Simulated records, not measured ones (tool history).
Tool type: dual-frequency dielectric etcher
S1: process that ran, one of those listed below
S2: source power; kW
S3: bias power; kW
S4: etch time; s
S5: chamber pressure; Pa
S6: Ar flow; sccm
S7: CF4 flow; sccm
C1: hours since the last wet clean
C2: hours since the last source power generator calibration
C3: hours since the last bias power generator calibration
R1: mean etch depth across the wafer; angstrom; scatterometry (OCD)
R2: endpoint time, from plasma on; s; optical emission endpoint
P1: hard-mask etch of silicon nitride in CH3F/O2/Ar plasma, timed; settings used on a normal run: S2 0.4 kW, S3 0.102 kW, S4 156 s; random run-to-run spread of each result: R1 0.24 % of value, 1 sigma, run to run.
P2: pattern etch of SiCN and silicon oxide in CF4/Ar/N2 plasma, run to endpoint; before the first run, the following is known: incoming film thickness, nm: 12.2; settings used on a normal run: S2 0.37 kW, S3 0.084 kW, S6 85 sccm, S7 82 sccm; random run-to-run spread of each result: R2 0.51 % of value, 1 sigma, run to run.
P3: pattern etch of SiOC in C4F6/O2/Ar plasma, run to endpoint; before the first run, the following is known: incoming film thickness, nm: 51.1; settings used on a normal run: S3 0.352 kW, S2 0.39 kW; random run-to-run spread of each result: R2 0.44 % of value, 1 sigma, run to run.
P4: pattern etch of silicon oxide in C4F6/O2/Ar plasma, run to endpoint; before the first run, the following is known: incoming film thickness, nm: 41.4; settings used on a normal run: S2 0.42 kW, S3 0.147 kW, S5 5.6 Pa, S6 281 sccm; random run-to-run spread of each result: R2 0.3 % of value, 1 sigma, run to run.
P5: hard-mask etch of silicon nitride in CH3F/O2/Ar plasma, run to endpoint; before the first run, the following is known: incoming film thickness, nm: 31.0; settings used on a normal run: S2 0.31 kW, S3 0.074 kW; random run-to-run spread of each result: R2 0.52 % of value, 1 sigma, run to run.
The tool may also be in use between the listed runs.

run 1 hour=4.6 | S1=P1 S2=0.4 S3=0.102 S4=156 | C1=481.4 C2=275.2 C3=1383.5 | R1=1204.1
run 2 hour=13.2 | S1=P4 S2=0.32 S3=0.147 S5=5.6 S6=281 | C1=490 C2=283.8 C3=1392.1 | R2=16.305
run 3 hour=20.2 | S1=P2 S2=0.37 S3=0.056 S6=85 S7=82 | C1=497 C2=290.8 C3=1399.1 | R2=17.632
run 4 hour=24.8 | S1=P4 S2=0.42 S3=0.147 S5=5.6 S6=281 | C1=501.6 C2=295.4 C3=1403.7 | R2=14.563
run 5 hour=34.4 | S1=P2 S2=0.37 S3=0.084 S6=85 S7=53 | C1=511.2 C2=305 C3=1413.3 | R2=16.349
run 6 hour=40.3 | S1=P1 S2=0.27 S3=0.102 S4=156 | C1=517.1 C2=310.9 C3=1419.2 | R1=1040.9
run 7 hour=46.9 | S1=P1 S2=0.4 S3=0.102 S4=121.5 | C1=523.7 C2=317.5 C3=1425.8 | R1=937.87
run 8 hour=52.2 | S1=P1 S2=0.4 S3=0.127 S4=203 | C1=529 C2=322.8 C3=1431.1 | R1=1697
run 9 hour=58 | S1=P4 S2=0.42 S3=0.094 S5=5.6 S6=281 | C1=534.8 C2=328.6 C3=1436.9 | R2=16.593
run 10 hour=64.4 | S1=P4 S2=0.42 S3=0.147 S5=3.6 S6=281 | C1=541.2 C2=335 C3=1443.3 | R2=13.899
run 11 hour=69.5 | S1=P2 S2=0.27 S3=0.084 S6=85 S7=82 | C1=546.3 C2=340.1 C3=1448.4 | R2=20.492
run 12 hour=76.8 | S1=P3 S2=0.39 S3=0.352 | C1=553.6 C2=347.4 C3=1455.7 | R2=19.529
run 13 hour=84.5 | S1=P2 S2=0.37 S3=0.084 S6=85 S7=82 | C1=561.3 C2=355.1 C3=1463.4 | R2=15.544
run 14 hour=93.9 | S1=P5 S2=0.31 S3=0.074 | C1=570.7 C2=364.5 C3=1472.8 | R2=48.863
-- hour=95.1 source power generator calibrated
run 15 hour=98.1 | S1=P1 S2=0.4 S3=0.102 S4=214 | C1=574.9 C2=3 C3=1477 | R1=1656.5
run 16 hour=107.3 | S1=P1 S2=0.56 S3=0.102 S4=156 | C1=584.1 C2=12.2 C3=1486.2 | R1=1362.7
run 17 hour=113.1 | S1=P3 S2=0.39 S3=0.217 | C1=589.9 C2=18 C3=1492 | R2=23.093
run 18 hour=120 | S1=P5 S2=0.31 S3=0.049 | C1=596.8 C2=24.9 C3=1498.9 | R2=56.123
run 19 hour=124.6 | S1=P1 S2=0.4 S3=0.102 S4=156 | C1=601.4 C2=29.5 C3=1503.5 | R1=1204.8
run 20 hour=129.3 | S1=P1 S2=0.4 S3=0.132 S4=156 | C1=606.1 C2=34.2 C3=1508.2 | R1=1326.1
run 21 hour=134.5 | S1=P4 S2=0.42 S3=0.147 S5=5.6 S6=180 | C1=611.3 C2=39.4 C3=1513.4 | R2=13.914
run 22 hour=141.5 | S1=P1 S2=0.4 S3=0.061 S4=156 | C1=618.3 C2=46.4 C3=1520.4 | R1=1001
run 23 hour=146.9 | S1=P1 S2=0.4 S3=0.102 S4=156 | C1=623.7 C2=51.8 C3=1525.8 | R1=1203.1
-- hour=147.9 bias power generator calibrated
run 24 hour=152.6 | S1=P4 S2=0.42 S3=0.147 S5=5.6 S6=281 | C1=629.4 C2=57.5 C3=4.7 | R2=14.547
run 25 hour=157 | S1=P1 S2=0.47 S3=0.102 S4=122.5 | C1=633.8 C2=61.9 C3=9.1 | R1=1002.5
run 26 hour=161.9 | S1=P3 S2=0.39 S3=0.352 | C1=638.7 C2=66.8 C3=14 | R2=19.592
run 27 hour=171.5 | S1=P1 S2=0.4 S3=0.085 S4=118 | C1=648.3 C2=76.4 C3=23.6 | R1=852.51
run 28 hour=180.7 | S1=P5 S2=0.21 S3=0.074 | C1=657.5 C2=85.6 C3=32.8 | R2=56.286
run 29 hour=186.5 | S1=P3 S2=0.3 S3=0.352 | C1=663.3 C2=91.4 C3=38.6 | R2=21.575

Run 30, settings as shown, results not yet in. Your forecast:
run 30 hour=194.7 | S1=P1 S2=0.4 S3=0.102 S4=156 | C1=671.5 C2=99.6 C3=46.8 | R1=?

{"run 30": {"R1": 1203.2}}

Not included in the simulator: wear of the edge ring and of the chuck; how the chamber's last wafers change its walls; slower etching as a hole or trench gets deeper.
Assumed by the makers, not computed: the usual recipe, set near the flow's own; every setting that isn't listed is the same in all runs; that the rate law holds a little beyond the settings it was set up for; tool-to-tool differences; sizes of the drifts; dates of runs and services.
